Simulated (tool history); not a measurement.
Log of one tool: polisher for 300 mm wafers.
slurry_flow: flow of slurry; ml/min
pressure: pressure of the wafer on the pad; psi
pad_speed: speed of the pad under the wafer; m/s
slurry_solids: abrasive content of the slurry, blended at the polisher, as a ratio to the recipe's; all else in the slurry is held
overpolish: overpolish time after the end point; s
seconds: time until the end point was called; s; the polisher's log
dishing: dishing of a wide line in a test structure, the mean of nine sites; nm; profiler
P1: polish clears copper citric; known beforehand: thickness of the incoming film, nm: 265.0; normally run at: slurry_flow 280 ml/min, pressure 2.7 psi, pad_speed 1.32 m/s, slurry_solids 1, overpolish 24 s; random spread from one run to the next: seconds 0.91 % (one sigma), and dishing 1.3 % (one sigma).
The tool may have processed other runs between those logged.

run	day	slurry_flow	pressure	pad_speed	slurry_solids	overpolish	wafers polished on this pad	hours since the slurry nozzle was cleaned	hours since the head pressure was calibrated	hours since the slurry blender was calibrated	seconds	dishing
1	0.308	280	2.7	1.32	1	24	823	263.6	507.8	34.8	95.84	46.034
2	0.596	280	2.7	1.32	1	24	875	270.5	514.7	41.7	96.748	45.764
3	0.979	280	2.7	0.74	1	24	945	279.7	523.9	50.9	171.97	28.551
4	1.225	280	1.3	1.32	1	24	989	285.6	529.8	56.8	196.72	23.434
5	1.625	200	2.7	0.84	1	24	1062	295.2	539.4	66.4	153.75	30.626
6	1.842	280	2.7	1.32	1.2	24	1101	300.4	544.6	71.6	92.087	48.257
7	2.229	280	2.7	1.32	1	7	1171	309.7	553.9	80.9	95.069	15.287
8	2.671	415	2.7	1.32	1	24	1251	320.3	564.5	91.5	92.932	45.816
9	2.879	280	2.7	1.82	1	24	1289	325.3	569.5	96.5	70.725	58.938
# day 3.021: slurry nozzle cleaned
10	3.096	280	2.7	1.32	1	38	1328	1.9	574.7	101.7	96.165	66.194
11	3.338	280	3.8	1.32	1	24	1372	7.7	580.5	107.5	68.829	61.206
12	3.583	170	2.7	1.32	1	24	1417	13.6	586.4	113.4	102.79	44.203
13	3.879	280	2.1	1.32	1	44	1470	20.7	593.5	120.5	121.59	59.533
14	4.129	280	2.7	1.32	1	24	1516	26.7	599.5	126.5	94.152	46.085
15	4.325	280	2.7	1.32	1	24	1551	31.4	604.2	131.2	96.085	46.562
16	4.6	280	2.7	1.32	0.55	24	1601	38	610.8	137.8	109.24	42.208
17	4.942	280	2.7	1.32	1	24	1663	46.2	619	146	95.842	45.196
18	5.338	280	2.7	1.32	1	24	1735	55.7	628.5	155.5	96.965	46.476
19	5.542	280	2.7	1.32	1	24	1772	60.6	633.4	160.4	99.84	44.249
20	5.833	280	2.7	1.32	1	24	1824	67.6	640.4	167.4	101.42	44.478
21	6.125	280	2.7	1.32	1	24	1877	74.6	647.4	174.4	99.522	42.926
22	6.425	280	2.7	1.32	1	24	1932	81.8	654.6	181.6	100.85	43.735
# day 6.692: head pressure recalibrated
23	6.871	280	2.7	1.32	1	24	2012	92.5	4.4	192.3	100.74	44.393
24	7.242	280	2.7	1.32	1	24	2080	101.4	13.3	201.2	101.43	44.171
# day 7.529: slurry blender recalibrated
25	7.688	280	2.7	1.32	1	24	2161	112.1	24	3.8	101.18	43.379
26	8.017	280	2.7	1.32	1	24	2220	120	31.9	11.7	100.72	43.584
27	8.375	280	2.7	1.32	1	24	2285	128.6	40.5	20.3	102.8	43.507
28	8.812	280	2.7	1.32	1	24	2364	139.1	51	30.8	99.951	43.907

What P1 gives has crept off from where it sat before. The 2 causes that follow fit the log equally well, each at the size noted:
A: removal rate lost through wear of the pad, % = 5.18
B: slurry flow missing at the pad, % = 36
The creep began at about day 4.942.
Other possible causes, and why each is ruled out:
head's pressure below its setpoint, %: was serviced at day 6.692, once the creep was under way, yet the earlier output never came back
abrasive missing from the slurry, %: was serviced at day 7.529, once the creep was under way, yet the earlier output never came back

Which of the 4 check runs listed below, each an average over 5 wafers with its results shown as question marks, gives clearly different results under the different listed causes?
check 1	9.25	170	2.7	1.32	1	24					?	?
check 2	9.25	280	1.8	1.32	1	24					?	?
check 3	9.25	280	3.3	1.32	1	24					?	?
check 4	9.25	340	2.7	0.98	1	24					?	?

Expected result of each check under each candidate cause:
check	result	if A	if B
check 1	seconds	108.07	111.51
check 1	dishing	41.45	40.382
check 2	seconds	150.99	150.97
check 2	dishing	30.538	30.541
check 3	seconds	83.506	83.495
check 3	dishing	51.766	51.772
check 4	seconds	133.73	132.52
check 4	dishing	34.629	34.902
Per check, the gap between the least separated pair of causes, taken in the result that splits them most: check 1 3.13 %; check 2 0.01 %; check 3 0.01 %; check 4 0.91 %
The causes can be told apart only by check 1. The other checks would give nearly the same results under each of them.

Here is what check 1 returned: seconds 108.15 s; dishing 41.317 nm. Which cause is it?

Of the candidate causes, it is A: removal rate lost through wear of the pad, %.
